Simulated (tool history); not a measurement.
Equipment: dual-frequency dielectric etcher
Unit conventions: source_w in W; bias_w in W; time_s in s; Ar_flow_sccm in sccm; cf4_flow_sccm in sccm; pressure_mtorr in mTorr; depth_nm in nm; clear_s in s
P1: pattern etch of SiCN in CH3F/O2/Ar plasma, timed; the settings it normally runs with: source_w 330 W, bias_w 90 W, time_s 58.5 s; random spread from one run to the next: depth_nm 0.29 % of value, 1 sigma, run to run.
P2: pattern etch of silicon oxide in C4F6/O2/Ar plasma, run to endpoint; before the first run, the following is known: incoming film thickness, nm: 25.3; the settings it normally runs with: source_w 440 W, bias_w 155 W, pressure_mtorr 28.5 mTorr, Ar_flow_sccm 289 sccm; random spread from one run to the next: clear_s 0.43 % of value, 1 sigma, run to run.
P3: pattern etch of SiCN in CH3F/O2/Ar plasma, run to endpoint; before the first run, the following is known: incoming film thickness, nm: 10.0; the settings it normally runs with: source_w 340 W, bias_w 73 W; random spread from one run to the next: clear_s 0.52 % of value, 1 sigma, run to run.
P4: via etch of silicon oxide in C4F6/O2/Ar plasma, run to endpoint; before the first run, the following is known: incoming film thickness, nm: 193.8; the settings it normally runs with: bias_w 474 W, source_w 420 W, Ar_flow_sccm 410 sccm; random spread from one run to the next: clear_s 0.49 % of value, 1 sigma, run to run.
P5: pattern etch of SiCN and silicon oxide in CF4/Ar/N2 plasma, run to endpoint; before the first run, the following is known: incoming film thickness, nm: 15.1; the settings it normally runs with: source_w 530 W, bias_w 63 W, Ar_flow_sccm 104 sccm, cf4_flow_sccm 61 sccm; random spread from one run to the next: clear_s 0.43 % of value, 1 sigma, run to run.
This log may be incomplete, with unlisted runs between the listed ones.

| run | hour | process | source_w | bias_w | time_s | Ar_flow_sccm | cf4_flow_sccm | pressure_mtorr | depth_nm | clear_s |
|---|---|---|---|---|---|---|---|---|---|---|
| 1 | 7.1 | P1 | 330 | 90 | 58.5 |  |  |  | 22.05 |  |
| 2 | 16.1 | P4 | 420 | 474 |  | 324 |  |  |  | 44.077 |
| 3 | 24.9 | P3 | 240 | 73 |  |  |  |  |  | 31.55 |
| 4 | 35.2 | P1 | 330 | 90 | 58.5 |  |  |  | 22.166 |  |
| 5 | 46.2 | P3 | 340 | 73 |  |  |  |  |  | 27.83 |
| 6 | 56.4 | P1 | 330 | 90 | 58.5 |  |  |  | 22.057 |  |
| 7 | 63.4 | P1 | 220 | 90 | 58.5 |  |  |  | 19.139 |  |
|  | 72.6 | wet clean of the chamber |
| 8 | 74.6 | P1 | 330 | 90 | 58.5 |  |  |  | 22.15 |  |
| 9 | 85.4 | P4 | 560 | 474 |  | 410 |  |  |  | 40.775 |
| 10 | 94.8 | P5 | 530 | 86 |  | 104 | 61 |  |  | 14.163 |
| 11 | 105.3 | P1 | 330 | 117 | 78.5 |  |  |  | 32.84 |  |
| 12 | 117.3 | P1 | 330 | 62 | 58.5 |  |  |  | 19.439 |  |
| 13 | 124.7 | P5 | 530 | 63 |  | 104 | 82 |  |  | 15.218 |
| 14 | 131.1 | P1 | 430 | 61 | 58.5 |  |  |  | 21.273 |  |
| 15 | 137.3 | P5 | 530 | 63 |  | 104 | 61 |  |  | 15.844 |
| 16 | 145 | P1 | 330 | 108 | 58.5 |  |  |  | 23.739 |  |
| 17 | 156.7 | P1 | 450 | 90 | 58.5 |  |  |  | 24.921 |  |
| 18 | 163.8 | P2 | 440 | 155 |  | 289 |  | 28.5 |  | 8.216 |
| 19 | 170.8 | P4 | 420 | 474 |  | 410 |  |  |  | 45.27 |
| 20 | 178.6 | P3 | 340 | 44 |  |  |  |  |  | 33.025 |
| 21 | 192.1 | P2 | 440 | 155 |  | 289 |  | 28.5 |  | 8.2782 |
| 22 | 203 | P1 | 330 | 90 | 83 |  |  |  | 31.351 |  |
| 23 | 212.2 | P1 | 330 | 90 | 58.5 |  |  |  | 22.124 |  |
| 24 | 221.8 | P2 | 440 | 117 |  | 289 |  | 28.5 |  | 8.9225 |
| 25 | 233.6 | P4 | 420 | 380 |  | 410 |  |  |  | 48.762 |
| 26 | 242.6 | P3 | 340 | 73 |  |  |  |  |  | 27.823 |
| 27 | 250.5 | P2 | 440 | 155 |  | 395 |  | 28.5 |  | 8.5763 |
| 28 | 259.4 | P5 | 410 | 63 |  | 104 | 61 |  |  | 19.9 |
| 29 | 272 | P2 | 530 | 155 |  | 289 |  | 28.5 |  | 7.6056 |
|  | 277.1 | source power generator calibrated |
| 30 | 284.7 | P1 | 330 | 90 | 32 |  |  |  | 12.172 |  |
| 31 | 295.4 | P2 | 440 | 155 |  | 289 |  | 39 |  | 8.5879 |
| 32 | 304.8 | P5 | 530 | 63 |  | 133 | 61 |  |  | 16.644 |
| 33 | 314.9 | P1 | 330 | 90 | 58.5 |  |  |  | 22.14 |  |
| 34 | 327.3 | P1 | 330 | 90 | 58.5 |  |  |  | 22.07 |  |
| 35 | 340.5 | P1 | 330 | 90 | 58.5 |  |  |  | 22.029 |  |
| 36 | 353.9 | P1 | 330 | 90 | 58.5 |  |  |  | 21.98 |  |
| 37 | 366.8 | P1 | 330 | 90 | 58.5 |  |  |  | 21.828 |  |
| 38 | 374.1 | P1 | 330 | 90 | 58.5 |  |  |  | 21.94 |  |
|  | 377.1 | wet clean of the chamber |
| 39 | 385.4 | P1 | 330 | 90 | 58.5 |  |  |  | 21.929 |  |
| 40 | 398.5 | P1 | 330 | 90 | 58.5 |  |  |  | 21.855 |  |
| 41 | 406 | P1 | 330 | 90 | 58.5 |  |  |  | 21.906 |  |
| 42 | 416.1 | P1 | 330 | 90 | 58.5 |  |  |  | 21.817 |  |
| 43 | 427.9 | P1 | 330 | 90 | 58.5 |  |  |  | 21.765 |  |

Something has made what P1 gives creep away from where it was; the 2 causes below, each at its own stated size, fit the log equally well:
A: source power that arrives under what is set, % = 4.49
B: bias power that arrives under what is set, % = 4.44
The process output started creeping at around hour 314.9.
What rules out each remaining cause:
chamber walls in a state that lowers the etch rate, %: serviced at hour 377.1, which brought nothing back

Which of the 4 check runs listed below, each an average over 2 wafers with its results shown as question marks, gives clearly different results under the different listed causes?
| check 1 | 439.7 | P5 | 530 | 63 |  | 104 | 61 |  |  | ? |
| check 2 | 439.7 | P3 | 340 | 73 |  |  |  |  |  | ? |
| check 3 | 439.7 | P4 | 420 | 474 |  | 410 |  |  |  | ? |
| check 4 | 439.7 | P2 | 440 | 155 |  | 289 |  | 28.5 |  | ? |

Outcome of each check run for each possible cause:
| check | result | if A | if B |
|---|---|---|---|
| check 1 | clear_s | 16.547 | 16.129 |
| check 2 | clear_s | 28.264 | 28.237 |
| check 3 | clear_s | 46.039 | 46.028 |
| check 4 | clear_s | 8.3943 | 8.3575 |
Minimum pairwise separation of causes per check, each pair taken at its best-separating result: check 1 2.56 %; check 2 0.1 %; check 3 0.02 %; check 4 0.44 %
Of the check runs offered, only check 1 discriminates between the causes; the rest would read about the same regardless of which cause applies.

Check 1 was carried out, with these results: clear_s 16.146 s. Which of the listed causes is responsible?

The cause is B: bias power that arrives under what is set, %.

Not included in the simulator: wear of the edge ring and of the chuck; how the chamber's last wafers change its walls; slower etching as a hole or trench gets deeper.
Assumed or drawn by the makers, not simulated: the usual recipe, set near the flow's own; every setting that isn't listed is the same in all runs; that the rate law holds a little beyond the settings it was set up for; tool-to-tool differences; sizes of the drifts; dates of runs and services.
